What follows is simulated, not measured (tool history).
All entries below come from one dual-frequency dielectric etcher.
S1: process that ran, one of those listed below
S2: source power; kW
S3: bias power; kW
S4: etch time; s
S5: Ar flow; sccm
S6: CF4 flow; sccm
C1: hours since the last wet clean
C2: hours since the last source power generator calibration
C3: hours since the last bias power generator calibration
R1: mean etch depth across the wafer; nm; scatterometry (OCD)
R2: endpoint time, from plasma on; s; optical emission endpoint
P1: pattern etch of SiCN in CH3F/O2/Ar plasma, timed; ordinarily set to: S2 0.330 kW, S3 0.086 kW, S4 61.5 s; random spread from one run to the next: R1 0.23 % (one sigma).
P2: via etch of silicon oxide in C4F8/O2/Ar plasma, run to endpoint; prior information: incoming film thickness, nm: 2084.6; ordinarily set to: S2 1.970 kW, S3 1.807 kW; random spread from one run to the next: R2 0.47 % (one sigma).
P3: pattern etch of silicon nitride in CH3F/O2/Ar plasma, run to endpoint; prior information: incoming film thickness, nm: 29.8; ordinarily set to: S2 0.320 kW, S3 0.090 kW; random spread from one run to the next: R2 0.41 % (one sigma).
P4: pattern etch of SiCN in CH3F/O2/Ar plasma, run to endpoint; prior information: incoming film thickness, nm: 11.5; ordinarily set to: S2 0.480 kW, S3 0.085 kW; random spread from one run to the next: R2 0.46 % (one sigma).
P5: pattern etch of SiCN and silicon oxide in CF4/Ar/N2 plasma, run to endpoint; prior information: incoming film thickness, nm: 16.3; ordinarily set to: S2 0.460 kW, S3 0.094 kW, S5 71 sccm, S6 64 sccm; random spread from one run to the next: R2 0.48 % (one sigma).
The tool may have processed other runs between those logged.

run 1 hour=18.8 | S1=P1 S2=0.330 S3=0.086 S4=61.5 | C1=303.2 C2=2676.5 C3=2083.7 | R1=23.057
run 2 hour=28.5 | S1=P1 S2=0.280 S3=0.086 S4=77.5 | C1=312.9 C2=2686.2 C3=2093.4 | R1=27.472
run 3 hour=46.4 | S1=P5 S2=0.460 S3=0.094 S5=42 S6=64 | C1=330.8 C2=2704.1 C3=2111.3 | R2=15.386
run 4 hour=59.5 | S1=P4 S2=0.480 S3=0.085 | C1=343.9 C2=2717.2 C3=2124.4 | R2=26.400
run 5 hour=70.9 | S1=P3 S2=0.390 S3=0.090 | C1=355.3 C2=2728.6 C3=2135.8 | R2=38.746
run 6 hour=89.3 | S1=P5 S2=0.460 S3=0.094 S5=71 S6=64 | C1=373.7 C2=2747.0 C3=2154.2 | R2=16.298
run 7 hour=98.9 | S1=P4 S2=0.620 S3=0.085 | C1=383.3 C2=2756.6 C3=2163.8 | R2=24.089
run 8 hour=112.1 | S1=P1 S2=0.200 S3=0.086 S4=61.5 | C1=396.5 C2=2769.8 C3=2177.0 | R1=19.223
run 9 hour=131.2 | S1=P2 S2=1.970 S3=1.807 | C1=415.6 C2=2788.9 C3=2196.1 | R2=436.040
run 10 hour=141.0 | S1=P1 S2=0.330 S3=0.086 S4=61.5 | C1=425.4 C2=2798.7 C3=2205.9 | R1=23.111
run 11 hour=151.3 | S1=P5 S2=0.460 S3=0.134 S5=71 S6=64 | C1=435.7 C2=2809.0 C3=2216.2 | R2=14.384
run 12 hour=167.6 | S1=P5 S2=0.350 S3=0.094 S5=71 S6=64 | C1=452.0 C2=2825.3 C3=2232.5 | R2=20.798
run 13 hour=178.0 | S1=P1 S2=0.330 S3=0.117 S4=61.5 | C1=462.4 C2=2835.7 C3=2242.9 | R1=25.995
run 14 hour=188.5 | S1=P2 S2=2.370 S3=1.807 | C1=472.9 C2=2846.2 C3=2253.4 | R2=403.590
run 15 hour=204.2 | S1=P3 S2=0.320 S3=0.090 | C1=488.6 C2=2861.9 C3=2269.1 | R2=41.913
run 16 hour=217.4 | S1=P3 S2=0.320 S3=0.119 | C1=501.8 C2=2875.1 C3=2282.3 | R2=37.574
run 17 hour=227.2 | S1=P1 S2=0.330 S3=0.070 S4=83.5 | C1=511.6 C2=2884.9 C3=2292.1 | R1=29.164
run 18 hour=236.4 | S1=P4 S2=0.480 S3=0.069 | C1=520.8 C2=2894.1 C3=2301.3 | R2=28.637
run 19 hour=254.1 | S1=P1 S2=0.410 S3=0.086 S4=61.5 | C1=538.5 C2=2911.8 C3=2319.0 | R1=24.938
run 20 hour=264.0 | S1=P1 S2=0.330 S3=0.086 S4=61.5 | C1=548.4 C2=2921.7 C3=2328.9 | R1=23.134
run 21 hour=276.6 | S1=P1 S2=0.330 S3=0.086 S4=61.5 | C1=561.0 C2=2934.3 C3=2341.5 | R1=23.101
run 22 hour=291.1 | S1=P5 S2=0.460 S3=0.094 S5=71 S6=38 | C1=575.5 C2=2948.8 C3=2356.0 | R2=17.439
run 23 hour=303.3 | S1=P1 S2=0.330 S3=0.086 S4=41.5 | C1=587.7 C2=2961.0 C3=2368.2 | R1=15.610
run 24 hour=320.4 | S1=P2 S2=1.970 S3=1.066 | C1=604.8 C2=2978.1 C3=2385.3 | R2=498.580
run 25 hour=334.0 | S1=P5 S2=0.460 S3=0.094 S5=71 S6=64 | C1=618.4 C2=2991.7 C3=2398.9 | R2=16.333
run 26 hour=344.5 | S1=P1 S2=0.330 S3=0.086 S4=84.0 | C1=628.9 C2=3002.2 C3=2409.4 | R1=31.585
run 27 hour=360.3 | S1=P1 S2=0.330 S3=0.055 S4=61.5 | C1=644.7 C2=3018.0 C3=2425.2 | R1=19.755
run 28 hour=373.9 | S1=P1 S2=0.330 S3=0.086 S4=61.5 | C1=658.3 C2=3031.6 C3=2438.8 | R1=23.243
run 29 hour=382.6 | S1=P1 S2=0.330 S3=0.086 S4=61.5 | C1=667.0 C2=3040.3 C3=2447.5 | R1=23.234
run 30 hour=400.8 | S1=P1 S2=0.330 S3=0.086 S4=61.5 | C1=685.2 C2=3058.5 C3=2465.7 | R1=23.363
run 31 hour=410.6 | S1=P1 S2=0.330 S3=0.086 S4=61.5 | C1=695.0 C2=3068.3 C3=2475.5 | R1=23.371
run 32 hour=421.2 | S1=P1 S2=0.330 S3=0.086 S4=61.5 | C1=705.6 C2=3078.9 C3=2486.1 | R1=23.386
-- hour=425.3 wet clean of the chamber
run 33 hour=437.6 | S1=P1 S2=0.330 S3=0.086 S4=61.5 | C1=12.3 C2=3095.3 C3=2502.5 | R1=23.500
run 34 hour=452.1 | S1=P1 S2=0.330 S3=0.086 S4=61.5 | C1=26.8 C2=3109.8 C3=2517.0 | R1=23.472
run 35 hour=469.7 | S1=P1 S2=0.330 S3=0.086 S4=61.5 | C1=44.4 C2=3127.4 C3=2534.6 | R1=23.498
run 36 hour=483.2 | S1=P1 S2=0.330 S3=0.086 S4=61.5 | C1=57.9 C2=3140.9 C3=2548.1 | R1=23.507
run 37 hour=491.6 | S1=P1 S2=0.330 S3=0.086 S4=61.5 | C1=66.3 C2=3149.3 C3=2556.5 | R1=23.530

Something has made what P1 gives creep away from where it was; the 2 causes below, each at its own stated size, fit the log equally well:
A: bias power that arrives over what is set, % = 3.97
B: source power that arrives over what is set, % = 3.99
The creep began at about hour 373.9.
Other possible causes, and why each is ruled out:
chamber walls in a state that raises the etch rate, %: its service at hour 425.3 followed the start of the drift and did not put the process back to its old value

You are offered 4 check runs, listed below with question marks in place of their results; each one averages 3 wafers. Which run separates the listed causes by giving clearly different results for each?
run check 1 hour=500.0 | S1=P4 S2=0.480 S3=0.085 | R2=?
run check 2 hour=500.0 | S1=P3 S2=0.320 S3=0.090 | R2=?
run check 3 hour=500.0 | S1=P2 S2=1.970 S3=1.807 | R2=?
run check 4 hour=500.0 | S1=P5 S2=0.460 S3=0.094 S5=71 S6=64 | R2=?

How each check would come out, cause by cause:
check=check_1 result=R2 if_A=26.179 if_B=26.166
check=check_2 result=R2 if_A=41.035 if_B=41.022
check=check_3 result=R2 if_A=429.200 if_B=427.160
check=check_4 result=R2 if_A=16.115 if_B=15.780
Distance between the nearest two causes, measured in the result of the check that separates them most: check 1 0.05 %; check 2 0.03 %; check 3 0.48 %; check 4 2.1 %
Check 4 distinguishes between the causes, while the remaining checks would return nearly the same result for all of them.

Then check 4 was run and gave: R2 16.131 s. Which cause is it?

It was cause A: bias power that arrives over what is set, %.
